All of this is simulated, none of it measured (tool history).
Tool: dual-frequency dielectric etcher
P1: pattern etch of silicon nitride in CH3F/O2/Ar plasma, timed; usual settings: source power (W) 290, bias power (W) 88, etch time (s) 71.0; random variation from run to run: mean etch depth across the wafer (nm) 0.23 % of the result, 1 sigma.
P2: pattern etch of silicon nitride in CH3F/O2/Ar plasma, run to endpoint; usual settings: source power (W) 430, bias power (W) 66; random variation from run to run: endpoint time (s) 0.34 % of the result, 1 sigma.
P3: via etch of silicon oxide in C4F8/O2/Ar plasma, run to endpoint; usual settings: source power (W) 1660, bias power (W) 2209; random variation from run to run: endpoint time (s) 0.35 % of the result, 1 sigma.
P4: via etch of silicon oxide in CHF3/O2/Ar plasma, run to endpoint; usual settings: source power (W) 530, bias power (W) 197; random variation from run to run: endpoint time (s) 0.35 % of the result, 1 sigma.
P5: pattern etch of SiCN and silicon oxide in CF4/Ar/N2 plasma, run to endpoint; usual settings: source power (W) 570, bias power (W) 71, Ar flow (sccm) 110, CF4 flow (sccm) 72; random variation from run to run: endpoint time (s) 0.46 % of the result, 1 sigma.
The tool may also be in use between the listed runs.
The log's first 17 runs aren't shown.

run   hour  process that ran  source power (W)  bias power (W)  etch time (s)  Ar flow (sccm)  CF4 flow (sccm)  hours since the last wet clean  hours since the last source power generator calibration  hours since the last bias power generator calibration  mean etch depth across the wafer (nm)  endpoint time (s)
 18  203.4                P3              1660            2209                                                                           494.2                                                   1593.9                                                 2999.3                                                  158.3000
 19  214.7                P2               580              66                                                                           505.5                                                   1605.2                                                 3010.6                                                   32.2170
 20  224.1                P3              1660            2209                                                                           514.9                                                   1614.6                                                 3020.0                                                  157.5000
 21  236.7                P1               350              88           92.5                                                            527.5                                                   1627.2                                                 3032.6                                 68.014
 22  249.3                P1               290              88           71.0                                                            540.1                                                   1639.8                                                 3045.2                                 48.679
 23  259.9                P1               350              88           71.0                                                            550.7                                                   1650.4                                                 3055.8                                 52.475
 24  271.0                P1               290              66           71.0                                                            561.8                                                   1661.5                                                 3066.9                                 43.897
 25  286.4                P1               290              88           89.0                                                            577.2                                                   1676.9                                                 3082.3                                 60.943
 26  296.3                P2               430              41                                                                           587.1                                                   1686.8                                                 3092.2                                                   42.1690
 27  304.4                P1               290              88           40.0                                                            595.2                                                   1694.9                                                 3100.3                                 27.463
 28  318.6                P5               570              71                            138               72                           609.4                                                   1709.1                                                 3114.5                                                   10.4240

Forecast run 29:
 29  328.0                P1               290              88           71.0                                                            618.8                                                   1718.5                                                 3123.9                                      ?

{"run 29": {"mean etch depth across the wafer (nm)": 48.905}}

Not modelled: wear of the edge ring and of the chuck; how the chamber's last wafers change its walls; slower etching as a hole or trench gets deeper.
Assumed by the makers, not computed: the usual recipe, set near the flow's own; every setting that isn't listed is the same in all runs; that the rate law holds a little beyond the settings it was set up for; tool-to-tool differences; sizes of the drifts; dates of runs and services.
